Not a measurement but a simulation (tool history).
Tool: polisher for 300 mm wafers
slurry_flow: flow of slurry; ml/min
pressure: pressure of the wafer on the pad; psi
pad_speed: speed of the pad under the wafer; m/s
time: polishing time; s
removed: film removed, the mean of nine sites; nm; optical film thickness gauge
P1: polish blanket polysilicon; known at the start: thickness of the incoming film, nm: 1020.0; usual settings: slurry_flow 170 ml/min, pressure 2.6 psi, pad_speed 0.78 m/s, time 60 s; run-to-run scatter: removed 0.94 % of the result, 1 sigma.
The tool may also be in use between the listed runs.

run,hour,slurry_flow,pressure,pad_speed,time,wafers polished on this pad,hours since the slurry nozzle was cleaned,hours since the head pressure was calibrated,removed
1,2.8,170,2.6,0.78,60,583,501.8,479.6,412.13
2,4.8,100,2.6,0.78,60,595,503.8,481.6,374.01
3,8.5,170,3.5,0.78,60,616,507.5,485.3,552.45
4,12.1,170,3.5,0.50,60,636,511.1,488.9,354.09
5,14.3,170,2.6,0.42,87,649,513.3,491.1,322.37
6,17.5,100,2.6,0.78,82,667,516.5,494.3,506.41
7,21.4,170,2.6,0.78,28,689,520.4,498.2,190.15
8,24.4,170,1.2,0.78,60,707,523.4,501.2,189.44
9,27.3,170,2.6,0.78,60,723,526.3,504.1,409.56
10,29.4,265,2.6,0.78,60,735,528.4,506.2,439.10
11,31.5,170,2.6,0.78,60,747,530.5,508.3,412.37
12,33.8,170,2.6,0.78,60,760,532.8,510.6,418.91
13,36.8,170,2.6,0.36,60,777,535.8,513.6,188.59
14,40.8,170,2.6,0.78,92,800,539.8,517.6,643.57

Run 15 comes next. What will it give?
15,43.5,170,2.6,0.78,60,816,542.5,520.3,?

Run 15 gave removed 416.24 nm.
